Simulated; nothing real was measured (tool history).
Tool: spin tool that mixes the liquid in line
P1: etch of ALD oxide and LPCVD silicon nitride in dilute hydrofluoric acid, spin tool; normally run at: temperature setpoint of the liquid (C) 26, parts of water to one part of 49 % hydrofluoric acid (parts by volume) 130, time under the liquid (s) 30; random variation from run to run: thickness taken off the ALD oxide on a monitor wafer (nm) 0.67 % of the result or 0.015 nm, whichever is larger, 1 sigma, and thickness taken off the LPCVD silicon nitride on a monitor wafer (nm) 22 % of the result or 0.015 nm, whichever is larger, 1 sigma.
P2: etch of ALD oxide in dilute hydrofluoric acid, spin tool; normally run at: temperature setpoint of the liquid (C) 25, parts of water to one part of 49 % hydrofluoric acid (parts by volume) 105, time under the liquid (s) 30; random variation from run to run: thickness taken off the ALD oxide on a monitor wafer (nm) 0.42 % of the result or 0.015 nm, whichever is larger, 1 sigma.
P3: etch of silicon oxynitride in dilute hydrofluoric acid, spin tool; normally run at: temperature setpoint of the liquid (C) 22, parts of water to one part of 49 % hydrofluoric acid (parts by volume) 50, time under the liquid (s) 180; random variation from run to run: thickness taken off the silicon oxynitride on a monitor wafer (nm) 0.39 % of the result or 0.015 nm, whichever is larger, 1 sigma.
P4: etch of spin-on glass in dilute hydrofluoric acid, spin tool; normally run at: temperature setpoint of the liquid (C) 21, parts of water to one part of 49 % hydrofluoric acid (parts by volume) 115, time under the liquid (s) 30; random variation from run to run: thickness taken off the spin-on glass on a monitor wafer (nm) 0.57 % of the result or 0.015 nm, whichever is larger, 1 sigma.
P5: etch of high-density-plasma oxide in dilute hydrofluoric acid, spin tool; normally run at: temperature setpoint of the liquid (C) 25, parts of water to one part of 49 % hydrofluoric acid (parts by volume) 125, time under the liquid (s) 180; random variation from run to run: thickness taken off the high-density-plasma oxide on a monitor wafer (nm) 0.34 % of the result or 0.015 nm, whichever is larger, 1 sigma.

run	hour	process that ran	temperature setpoint of the liquid (C)	parts of water to one part of 49 % hydrofluoric acid (parts by volume)	time under the liquid (s)	hours since the thermometer was replaced	hours since the hydrofluoric acid flow meter was replaced	thickness taken off the ALD oxide on a monitor wafer (nm)	thickness taken off the LPCVD silicon nitride on a monitor wafer (nm)	thickness taken off the silicon oxynitride on a monitor wafer (nm)	thickness taken off the spin-on glass on a monitor wafer (nm)	thickness taken off the high-density-plasma oxide on a monitor wafer (nm)
1	5.1	P1	26	130	30	1648.7	326	4.5502	0.092744			
2	12.5	P1	26	185	30	1656.1	333.4	2.9212	0.090991			
3	20.2	P1	26	25	30	1663.8	341.1	26.555	0.52072			
4	24.3	P1	30	130	30	1667.9	345.2	5.1728	0.16926			
5	30.1	P1	26	130	30	1673.7	351	4.4588	0.070144			
6	34.9	P1	26	130	30	1678.5	355.8	4.4529	0.14144			
7	43.6	P3	22	20	180	1687.2	364.5			25.82		
8	50.7	P1	30.5	130	55	1694.3	371.6	9.6131	0.19602			
9	57	P4	17	115	30	1700.6	377.9				6.0545	
10	62.5	P3	18.5	50	180	1706.1	383.4			8.5322		
11	69.9	P4	21	115	30	1713.5	390.8				7.129	
12	76.9	P1	21.5	130	15	1720.5	397.8	1.887	0.05647			
13	85.7	P1	26	130	45	1729.3	406.6	6.6763	0.2128			
14	93	P2	25	105	30	1736.6	413.9	9.5533				
15	98.2	P3	22	50	180	1741.8	419.1			10.22		
16	102.2	P1	26	130	30	1745.8	423.1	4.4511	0.14493			
17	108.9	P5	19	125	180	1752.5	429.8					9.2257
18	117.5	P4	21	210	30	1761.1	438.4				3.5548	
19	124.9	P2	25	105	15	1768.5	445.8	4.748				
20	129.3	P5	25	125	180	1772.9	450.2					11.673
21	136.8	P1	26	130	15	1780.4	457.7	2.2379	0.044054			
22	144.3	P5	25	225	180	1787.9	465.2					5.7653
23	150.8	P5	25	125	180	1794.4	471.7					11.618
24	155.9	P2	29.5	105	30	1799.5	476.8	11.307				
25	161.1	P4	21	115	30	1804.7	482				7.1399	
26	166.3	P3	22	50	180	1809.9	487.2			10.232		
27	170.3	P5	25	125	15	1813.9	491.2					0.97043
28	177.2	P1	26	130	30	1820.8	498.1	4.4523	0.098394			
29	185.1	P2	25	190	30	1828.7	506	4.7796				
30	191.1	P1	19	60	30	1834.7	512	7.7915	0.093647			
31	198.6	P3	22	50	80	1842.2	519.5			4.5078		
32	206	P4	21	115	60	1849.6	526.9				14.211	
33	210.6	P1	21	130	30	1854.2	531.5	3.648	0.10626			
34	218.5	P1	26	130	30	1862.1	539.4	4.3767	0.14017			
35	222.9	P1	26	130	30	1866.5	543.8	4.3303	0.075607			
36	228.9	P1	26	130	30	1872.5	549.8	4.2199	0.097619			
37	237.6	P1	26	130	30	1881.2	558.5	4.2378	0.08376			
38	243.1	P1	26	130	30	1886.7	564	4.1897	0.086859			
39	248.3	P1	26	130	30	1891.9	569.2	4.1558	0.13897			
40	255.7	P1	26	130	30	1899.3	576.6	4.1558	0.11392			

Run 41 comes next. What will it give?
41	264.3	P1	26	130	30	1907.9	585.2	?	?			

Run 41 gave thickness taken off the ALD oxide on a monitor wafer (nm) 4.1336, thickness taken off the LPCVD silicon nitride on a monitor wafer (nm) 0.10454.
